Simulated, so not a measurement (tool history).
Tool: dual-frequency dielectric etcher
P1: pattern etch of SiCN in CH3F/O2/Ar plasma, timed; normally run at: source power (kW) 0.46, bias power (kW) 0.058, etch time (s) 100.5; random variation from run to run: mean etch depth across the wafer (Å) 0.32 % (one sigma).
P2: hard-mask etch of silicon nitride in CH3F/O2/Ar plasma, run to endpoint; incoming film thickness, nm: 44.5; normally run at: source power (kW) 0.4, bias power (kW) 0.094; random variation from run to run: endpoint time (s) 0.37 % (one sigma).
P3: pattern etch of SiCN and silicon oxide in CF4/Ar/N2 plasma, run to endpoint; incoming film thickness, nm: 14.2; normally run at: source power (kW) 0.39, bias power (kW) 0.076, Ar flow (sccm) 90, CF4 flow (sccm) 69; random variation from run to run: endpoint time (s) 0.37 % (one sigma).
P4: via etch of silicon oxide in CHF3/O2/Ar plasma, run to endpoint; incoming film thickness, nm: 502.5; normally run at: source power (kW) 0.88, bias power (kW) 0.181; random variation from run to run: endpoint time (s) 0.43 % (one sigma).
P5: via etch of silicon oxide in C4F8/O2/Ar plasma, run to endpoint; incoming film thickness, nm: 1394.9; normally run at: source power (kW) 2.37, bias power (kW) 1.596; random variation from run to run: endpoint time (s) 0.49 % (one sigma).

run   hour  process that ran  source power (kW)  bias power (kW)  etch time (s)  Ar flow (sccm)  CF4 flow (sccm)  mean etch depth across the wafer (Å)  endpoint time (s)
  1    3.5                P1               0.46            0.058          100.5                                                                 369.73
  2    5.8                P2               0.24            0.094                                                                                                   70.167
  3    9.2                P2                0.4            0.094                                                                                                   58.126
  4   14.2                P2                0.4            0.094                                                                                                   57.963
  5   18.1                P3               0.39            0.048                             90               69                                                   21.483
  6   22.4                P1               0.46            0.058            135                                                                 499.04
  7   26.7                P4               0.88            0.181                                                                                                   214.92
  8   30.1                P3               0.39            0.076                             66               69                                                   17.754
  9   34.8                P3               0.39            0.076                             90               69                                                   18.584
 10   38.1                P1               0.46            0.043          100.5                                                                 337.73
 11   41.9                P1               0.46            0.058          100.5                                                                  371.6
 12   45.4                P3               0.55            0.076                             90               69                                                   13.767
 13     48                P5               2.37            1.596                                                                                                   280.77
 14   52.5                P1               0.46            0.058          100.5                                                                 372.05
 15   57.5                P1               0.66            0.058          100.5                                                                  426.4
 16   62.4                P4               1.08            0.181                                                                                                   197.77
 17   66.8                P3               0.39            0.076                             90               69                                                   18.554
 18   71.9                P5                3.3            1.596                                                                                                   248.92
 19   74.5                P3               0.39            0.076                             90               49                                                   19.534
 20   78.1                P2                0.4            0.058                                                                                                   68.572
 21   80.5                P1               0.46            0.058             57                                                                 211.24
 22   85.2                P1               0.46            0.075          100.5                                                                 405.11
 23   89.5                P1               0.38             0.04          100.5                                                                 305.04
 24   92.8                P1               0.46            0.058          100.5                                                                 370.31
 25     96                P1               0.46            0.058          100.5                                                                 371.62
 26  100.3                P5               2.37            0.981                                                                                                   319.96
 27  103.7                P1               0.46            0.036            131                                                                 416.05
 28  108.3                P5               2.37            1.596                                                                                                   281.34
 29  111.3                P1               0.36            0.058          100.5                                                                 336.56
 30  114.2                P4               0.88            0.256                                                                                                   190.74
 31  119.1                P4               0.88            0.181                                                                                                   214.56
 32  123.7                P1               0.46            0.058          100.5                                                                 370.45
 33  126.9                P1               0.46            0.058          100.5                                                                 369.41
 34    131                P1               0.46            0.058          100.5                                                                  365.1
 35  135.6                P1               0.46            0.058          100.5                                                                 367.22
     136.5  -- wet clean of the chamber
 36  140.4                P1               0.46            0.058          100.5                                                                 365.28

Forecast run 37:
 37  144.3                P1               0.46            0.058          100.5                                                                      ?

mean etch depth across the wafer (Å): 367.55
